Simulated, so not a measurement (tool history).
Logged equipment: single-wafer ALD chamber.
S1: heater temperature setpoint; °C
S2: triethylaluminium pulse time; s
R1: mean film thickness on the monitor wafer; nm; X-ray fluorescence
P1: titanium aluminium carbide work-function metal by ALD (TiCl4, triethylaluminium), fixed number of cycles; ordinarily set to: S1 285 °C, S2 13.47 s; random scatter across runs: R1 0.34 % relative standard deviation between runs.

run,hour,S1,S2,R1
1,6.4,285,13.47,1.9435
2,15.0,285,13.47,1.9328
3,22.9,285,13.47,1.9507
4,35.2,285,20.93,1.9410
5,48.1,307,19.03,2.1421
6,57.2,267,8.80,1.7106
# hour 58.8: triethylaluminium bottle replaced
7,68.8,305,13.47,2.1086
8,79.6,285,13.47,1.9450
9,86.1,285,13.47,1.9361
10,99.8,285,4.73,1.5713
11,112.0,262,13.47,1.7359
12,120.7,262,9.40,1.6900
13,129.9,285,13.47,1.9302
14,137.8,285,13.47,1.9385
15,144.6,285,13.47,1.9197
16,151.9,285,13.47,1.9031
17,165.3,285,13.47,1.9011
18,174.1,285,13.47,1.8982
19,184.3,285,13.47,1.8995

P1 no longer gives what it gave before; its output has crept away from where it was. The following 2 causes, each at its listed size, fit the log equally well:
A: triethylaluminium dose below that of a fresh bottle (%) = 23.7
B: wafer temperature below the value expected at the setpoint (K) = 4.27
The onset of the drift is placed at about hour 129.9.

Of the 4 check runs listed below, each run on one wafer and each result written as a question mark, which would let you distinguish the listed causes because they would give clearly different results?
check 1,194.5,294,7.57,?
check 2,194.5,266,13.47,?
check 3,194.5,305,13.47,?
check 4,194.5,263,13.47,?

Predicted outcomes, by check and by cause:
check,result,if A,if B
check 1,R1,1.7611,1.8537
check 2,R1,1.7378,1.7353
check 3,R1,2.0776,2.0803
check 4,R1,1.7123,1.7093
Distance between the nearest two causes, measured in the result of the check that separates them most: check 1 5.13 %; check 2 0.15 %; check 3 0.13 %; check 4 0.17 %
Only check 1 tells the causes apart: in the others they would give nearly the same result.

Running check 1 produced the following: R1 1.7600 nm. Which one of the listed causes fits?

A is the cause: triethylaluminium dose below that of a fresh bottle (%).
